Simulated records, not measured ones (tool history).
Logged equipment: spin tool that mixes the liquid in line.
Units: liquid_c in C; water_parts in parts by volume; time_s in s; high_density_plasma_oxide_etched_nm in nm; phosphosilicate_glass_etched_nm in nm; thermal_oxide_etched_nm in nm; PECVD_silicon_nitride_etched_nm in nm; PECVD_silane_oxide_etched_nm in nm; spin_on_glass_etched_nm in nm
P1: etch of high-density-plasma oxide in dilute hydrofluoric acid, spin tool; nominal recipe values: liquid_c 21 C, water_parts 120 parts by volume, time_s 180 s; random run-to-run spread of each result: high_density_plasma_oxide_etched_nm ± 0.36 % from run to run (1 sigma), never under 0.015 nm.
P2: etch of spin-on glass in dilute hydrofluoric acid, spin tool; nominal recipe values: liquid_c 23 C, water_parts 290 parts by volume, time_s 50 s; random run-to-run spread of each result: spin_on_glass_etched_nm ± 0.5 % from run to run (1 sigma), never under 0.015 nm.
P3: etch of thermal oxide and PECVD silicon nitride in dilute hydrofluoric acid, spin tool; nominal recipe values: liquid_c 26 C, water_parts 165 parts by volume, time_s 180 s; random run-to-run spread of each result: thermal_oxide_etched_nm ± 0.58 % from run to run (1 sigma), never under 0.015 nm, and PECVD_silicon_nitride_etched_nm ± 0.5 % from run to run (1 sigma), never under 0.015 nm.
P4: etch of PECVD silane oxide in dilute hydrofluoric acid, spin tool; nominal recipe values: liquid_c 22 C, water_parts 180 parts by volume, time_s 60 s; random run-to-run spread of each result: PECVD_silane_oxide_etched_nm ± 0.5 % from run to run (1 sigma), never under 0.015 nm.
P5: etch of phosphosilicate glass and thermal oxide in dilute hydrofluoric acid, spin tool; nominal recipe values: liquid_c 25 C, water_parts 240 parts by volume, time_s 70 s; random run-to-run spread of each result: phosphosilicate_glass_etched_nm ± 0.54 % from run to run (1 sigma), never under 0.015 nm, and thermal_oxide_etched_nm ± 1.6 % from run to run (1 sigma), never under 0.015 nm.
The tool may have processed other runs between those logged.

run,hour,process,liquid_c,water_parts,time_s,hours since the thermometer was replaced,hours since the hydrofluoric acid flow meter was replaced,high_density_plasma_oxide_etched_nm,phosphosilicate_glass_etched_nm,thermal_oxide_etched_nm,PECVD_silicon_nitride_etched_nm,PECVD_silane_oxide_etched_nm,spin_on_glass_etched_nm
1,7.3,P1,21,120,180,976.8,240.0,7.2668,,,,,
2,13.6,P1,17,165,180,983.1,246.3,4.2634,,,,,
3,23.0,P1,21,120,320,992.5,255.7,12.8970,,,,,
4,29.4,P5,25,115,70,998.9,262.1,,37.016,3.04490,,,
5,38.6,P1,17,160,180,1008.1,271.3,4.4445,,,,,
# hour 40.2: thermometer replaced
6,43.5,P3,26,85,180,3.3,276.2,,,11.24600,8.9532,,
7,52.9,P1,21,70,180,12.7,285.6,13.1210,,,,,
8,59.2,P1,28,120,80,19.0,291.9,4.2491,,,,,
9,66.4,P4,22,180,60,26.2,299.1,,,,,5.7276,
10,76.3,P2,23,290,50,36.1,309.0,,,,,,6.0449
11,82.8,P2,23,290,15,42.6,315.5,,,,,,1.8354
12,88.4,P1,21,120,180,48.2,321.1,7.2733,,,,,
13,94.8,P5,25,240,70,54.6,327.5,,15.201,1.29100,,,
# hour 95.9: hydrofluoric acid flow meter replaced
14,105.1,P2,23,290,50,64.9,9.2,,,,,,6.0659
15,115.6,P3,26,165,345,75.4,19.7,,,9.95190,8.8436,,
16,124.4,P1,27,120,180,84.2,28.5,9.1177,,,,,
17,132.5,P4,22,180,60,92.3,36.6,,,,,5.7537,
18,141.2,P1,17,120,180,101.0,45.3,6.1227,,,,,
19,151.4,P3,19,165,180,111.2,55.5,,,3.90300,2.9165,,
20,157.8,P1,21,120,180,117.6,61.9,7.2137,,,,,
21,164.2,P3,26,165,180,124.0,68.3,,,5.20870,4.5938,,
22,170.5,P4,22,180,105,130.3,74.6,,,,,9.9603,
23,178.6,P5,17,240,70,138.4,82.7,,11.282,0.93565,,,
24,188.2,P5,25,240,35,148.0,92.3,,7.654,0.67297,,,
25,197.7,P1,21,120,180,157.5,101.8,7.2231,,,,,
26,207.2,P1,21,120,180,167.0,111.3,7.2307,,,,,
27,215.3,P1,21,120,180,175.1,119.4,7.2508,,,,,
28,225.5,P4,26,180,60,185.3,129.6,,,,,6.6079,
29,233.3,P1,21,120,180,193.1,137.4,7.2758,,,,,
30,242.3,P4,22,315,60,202.1,146.4,,,,,2.8589,
31,249.0,P2,17,290,50,208.8,153.1,,,,,,4.8557
32,258.8,P2,23,55,50,218.6,162.9,,,,,,41.4050
33,268.1,P1,21,170,180,227.9,172.2,4.8413,,,,,
34,276.1,P1,21,120,60,235.9,180.2,2.3961,,,,,
35,283.2,P5,25,240,70,243.0,187.3,,15.388,1.27170,,,
36,292.0,P1,21,120,180,251.8,196.1,7.2073,,,,,
37,303.0,P1,21,120,180,262.8,207.1,6.9874,,,,,
38,311.7,P1,21,120,180,271.5,215.8,6.7825,,,,,
39,322.7,P1,21,120,180,282.5,226.8,6.7572,,,,,
40,330.1,P1,21,120,180,289.9,234.2,6.7087,,,,,
41,339.6,P1,21,120,180,299.4,243.7,6.7491,,,,,
42,344.6,P1,21,120,180,304.4,248.7,6.7013,,,,,
43,355.2,P1,21,120,180,315.0,259.3,6.7330,,,,,

Something has made what P1 gives creep away from where it was; the 2 causes below, each at its own stated size, fit the log equally well:
A: liquid colder than its thermometer reads (K) = 1.76
B: hydrofluoric acid flow below the setpoint (%) = 6.07
The gradual shift began around hour 292.0.

Of the 4 check runs listed below, each run on one wafer and each result written as a question mark, which would let you distinguish the listed causes because they would give clearly different results?
check 1,365.8,P5,17.5,240,70,,,,?,?,,,
check 2,365.8,P2,19.0,290,15,,,,,,,,?
check 3,365.8,P4,22.0,180,90,,,,,,,?,
check 4,365.8,P3,19.0,165,180,,,,,?,?,,

Predicted outcomes, by check and by cause:
check,result,if A,if B
check 1,phosphosilicate_glass_etched_nm,10.832,10.753
check 1,thermal_oxide_etched_nm,0.89912,0.89258
check 2,spin_on_glass_etched_nm,1.4731,1.4542
check 3,PECVD_silane_oxide_etched_nm,7.9968,7.9428
check 4,thermal_oxide_etched_nm,3.69410,3.68510
check 4,PECVD_silicon_nitride_etched_nm,2.5869,2.7420
How far apart the two closest causes lie, in the result that separates them most: check 1 0.73 %; check 2 1.29 %; check 3 0.68 %; check 4 5.82 %
Only in check 4 would the causes give clearly different results; in the remaining checks their results would be nearly the same.

Here is what check 4 returned: thermal_oxide_etched_nm 3.71250 nm; PECVD_silicon_nitride_etched_nm 2.5833 nm. Which cause is it?

The cause is A: liquid colder than its thermometer reads (K).
